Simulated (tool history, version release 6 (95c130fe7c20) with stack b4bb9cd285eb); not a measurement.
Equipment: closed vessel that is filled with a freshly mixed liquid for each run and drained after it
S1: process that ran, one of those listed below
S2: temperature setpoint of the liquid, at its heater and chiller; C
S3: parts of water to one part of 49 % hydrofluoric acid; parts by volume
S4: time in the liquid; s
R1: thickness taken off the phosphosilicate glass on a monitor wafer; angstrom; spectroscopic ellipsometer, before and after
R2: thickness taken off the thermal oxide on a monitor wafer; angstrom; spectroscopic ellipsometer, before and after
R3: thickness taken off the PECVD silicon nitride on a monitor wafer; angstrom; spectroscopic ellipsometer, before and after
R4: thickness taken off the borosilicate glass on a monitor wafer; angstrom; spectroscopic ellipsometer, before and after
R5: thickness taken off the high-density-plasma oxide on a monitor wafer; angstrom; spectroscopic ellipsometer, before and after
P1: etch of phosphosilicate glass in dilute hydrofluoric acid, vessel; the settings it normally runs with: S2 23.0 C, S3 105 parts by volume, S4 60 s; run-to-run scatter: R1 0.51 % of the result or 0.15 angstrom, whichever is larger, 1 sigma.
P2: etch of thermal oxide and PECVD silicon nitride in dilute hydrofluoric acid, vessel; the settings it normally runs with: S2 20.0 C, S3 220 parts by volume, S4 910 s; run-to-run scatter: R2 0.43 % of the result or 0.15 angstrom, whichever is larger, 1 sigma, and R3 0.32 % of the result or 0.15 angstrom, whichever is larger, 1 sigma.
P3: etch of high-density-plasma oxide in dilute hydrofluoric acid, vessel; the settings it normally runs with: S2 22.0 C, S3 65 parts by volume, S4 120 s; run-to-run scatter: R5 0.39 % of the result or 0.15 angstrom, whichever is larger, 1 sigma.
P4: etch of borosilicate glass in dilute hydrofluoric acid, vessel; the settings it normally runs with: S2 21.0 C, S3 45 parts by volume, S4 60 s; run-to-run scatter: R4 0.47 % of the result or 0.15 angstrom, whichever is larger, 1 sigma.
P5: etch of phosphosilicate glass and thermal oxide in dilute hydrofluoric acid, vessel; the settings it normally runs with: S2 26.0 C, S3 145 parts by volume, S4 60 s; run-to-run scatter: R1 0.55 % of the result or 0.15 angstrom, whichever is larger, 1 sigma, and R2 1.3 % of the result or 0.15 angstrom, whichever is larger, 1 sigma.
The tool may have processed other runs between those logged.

run,hour,S1,S2,S3,S4,R1,R2,R3,R4,R5
1,16.2,P1,23.0,105,60,455.62,,,,
2,24.3,P2,20.0,220,190,,30.283,27.762,,
3,33.8,P1,23.0,105,60,460.81,,,,
4,43.9,P5,20.0,145,60,360.93,16.189,,,
5,54.6,P1,23.0,105,30,230.53,,,,
6,63.2,P4,21.0,45,30,,,,259.45,
7,74.2,P5,26.0,145,60,452.74,19.713,,,
8,84.5,P4,21.0,45,60,,,,519.97,
9,98.7,P1,19.0,50,60,875.66,,,,
10,110.1,P3,17.0,65,120,,,,,86.647
11,121.0,P1,23.0,145,60,319.61,,,,
12,130.0,P1,23.0,105,60,457.23,,,,
13,143.3,P4,17.0,45,60,,,,431.25,
14,152.6,P1,23.0,45,60,1155.90,,,,
15,168.8,P2,26.0,220,910,,180.990,193.650,,
16,181.2,P5,26.0,145,30,229.47,10.077,,,
17,190.7,P3,22.0,65,225,,,,,198.700
18,198.7,P3,22.0,65,120,,,,,107.550
19,213.6,P1,27.0,105,60,536.12,,,,
20,223.8,P2,20.0,370,910,,75.168,80.069,,
21,235.1,P1,29.5,105,30,296.25,,,,
22,244.5,P1,23.0,105,105,803.27,,,,
23,254.8,P1,17.0,160,60,223.58,,,,
24,268.6,P1,23.0,105,60,457.77,,,,
25,279.9,P5,26.0,220,60,278.57,12.175,,,
26,287.3,P4,21.0,65,60,,,,348.92,
27,302.5,P1,17.0,105,60,355.80,,,,
28,313.6,P1,23.0,105,60,461.81,,,,
29,329.7,P3,22.0,25,120,,,,,292.260
30,340.5,P5,26.0,145,60,456.36,19.707,,,
31,351.7,P2,20.0,220,910,,144.690,132.200,,
32,362.9,P3,22.0,65,120,,,,,106.820
33,373.5,P1,23.0,105,60,454.30,,,,
34,390.0,P1,23.0,105,60,472.60,,,,
35,397.7,P1,23.0,105,60,484.14,,,,
36,406.0,P1,23.0,105,60,486.30,,,,
37,420.2,P1,23.0,105,60,488.46,,,,
38,434.0,P1,23.0,105,60,493.71,,,,
39,442.2,P1,23.0,105,60,495.14,,,,
40,454.6,P1,23.0,105,60,496.71,,,,
41,468.1,P1,23.0,105,60,499.88,,,,
42,483.3,P1,23.0,105,60,495.78,,,,
43,492.5,P1,23.0,105,60,504.02,,,,
44,506.7,P1,23.0,105,60,503.47,,,,

The log shows P1 creeping away from where it was. Any of the 2 causes listed here, at the size stated for it, fits the log just as well as the others:
A: hydrofluoric acid flow above the setpoint (%) = 7.79
B: liquid hotter than its thermometer reads (K) = 2.14
Creep in the process output first set in at about hour 373.5.

Each of the 4 check runs below uses one wafer; its results are left as question marks. Which run tells the causes apart?
check 1,520.9,P4,21.0,45,60,,,,?,
check 2,520.9,P5,26.0,145,60,?,?,,,
check 3,520.9,P3,22.0,65,120,,,,,?
check 4,520.9,P2,20.0,220,910,,?,?,,

Check results expected under each cause:
check,result,if A,if B
check 1,R4,560.96,567.03
check 2,R1,499.17,495.12
check 2,R2,21.680,21.504
check 3,R5,115.870,116.660
check 4,R2,158.510,156.980
check 4,R3,142.260,151.860
Smallest distance between any two causes, each pair judged by its most separating result, in per cent: check 1 1.08 %; check 2 0.82 %; check 3 0.68 %; check 4 6.53 %
Only in check 4 would the causes give clearly different results; in the remaining checks their results would be nearly the same.

Then check 4 was run and gave: R2 157.870 angstrom; R3 142.490 angstrom. Which cause is it?

It is A: hydrofluoric acid flow above the setpoint (%).

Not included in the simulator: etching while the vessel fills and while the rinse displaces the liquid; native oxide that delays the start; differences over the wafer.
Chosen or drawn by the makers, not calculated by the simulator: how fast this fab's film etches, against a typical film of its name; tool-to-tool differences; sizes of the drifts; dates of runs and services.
